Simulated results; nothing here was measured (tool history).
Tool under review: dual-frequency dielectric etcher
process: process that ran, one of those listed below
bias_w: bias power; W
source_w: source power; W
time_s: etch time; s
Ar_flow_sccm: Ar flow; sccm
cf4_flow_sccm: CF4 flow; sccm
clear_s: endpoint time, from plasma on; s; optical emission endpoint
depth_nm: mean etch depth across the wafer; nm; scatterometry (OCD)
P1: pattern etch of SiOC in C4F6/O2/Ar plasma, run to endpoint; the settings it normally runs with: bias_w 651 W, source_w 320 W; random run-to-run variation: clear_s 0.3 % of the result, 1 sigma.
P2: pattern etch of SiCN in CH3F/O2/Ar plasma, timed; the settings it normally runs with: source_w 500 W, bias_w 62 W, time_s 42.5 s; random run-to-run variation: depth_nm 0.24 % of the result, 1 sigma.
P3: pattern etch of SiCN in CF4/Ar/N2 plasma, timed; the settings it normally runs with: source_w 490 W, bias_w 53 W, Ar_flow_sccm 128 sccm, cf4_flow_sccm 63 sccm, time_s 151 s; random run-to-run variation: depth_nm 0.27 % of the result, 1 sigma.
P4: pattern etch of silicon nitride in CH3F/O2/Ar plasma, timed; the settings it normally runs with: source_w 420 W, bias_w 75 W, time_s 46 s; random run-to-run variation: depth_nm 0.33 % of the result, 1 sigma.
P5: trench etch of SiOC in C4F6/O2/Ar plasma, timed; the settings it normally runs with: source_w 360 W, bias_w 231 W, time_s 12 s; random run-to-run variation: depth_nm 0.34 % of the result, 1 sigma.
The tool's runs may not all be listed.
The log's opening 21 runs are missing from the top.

run   hour  process  bias_w  source_w  time_s  Ar_flow_sccm  cf4_flow_sccm  hours since the last wet clean  hours since the last bias power generator calibration  hours since the last source power generator calibration  clear_s  depth_nm
 22  138.7       P1     651       320                                                                252.6                                                    880                                                   1357.8   16.461
 23  144.5       P5     168       360      12                                                        258.4                                                  885.8                                                   1363.6             23.356
 24  150.5       P1     443       320                                                                264.4                                                  891.8                                                   1369.6   19.153
 25  154.7       P4      51       420      46                                                        268.6                                                    896                                                   1373.8             28.649
 26  159.9       P1     651       320                                                                273.8                                                  901.2                                                     1379   16.497
 27  165.9       P1     535       400                                                                279.8                                                  907.2                                                     1385   16.389
 28  170.9       P1     842       320                                                                284.8                                                  912.2                                                     1390   14.894
 29  178.4       P5     231       360      12                                                        292.3                                                  919.7                                                   1397.5             25.768
 30  182.6       P4      75       420      46                                                        296.5                                                  923.9                                                   1401.7             32.494

Forecast run 31:
 31  186.9       P2      62       500      33                                                        300.8                                                  928.2                                                     1406                  ?

{"run 31": {"depth_nm": 12.737}}

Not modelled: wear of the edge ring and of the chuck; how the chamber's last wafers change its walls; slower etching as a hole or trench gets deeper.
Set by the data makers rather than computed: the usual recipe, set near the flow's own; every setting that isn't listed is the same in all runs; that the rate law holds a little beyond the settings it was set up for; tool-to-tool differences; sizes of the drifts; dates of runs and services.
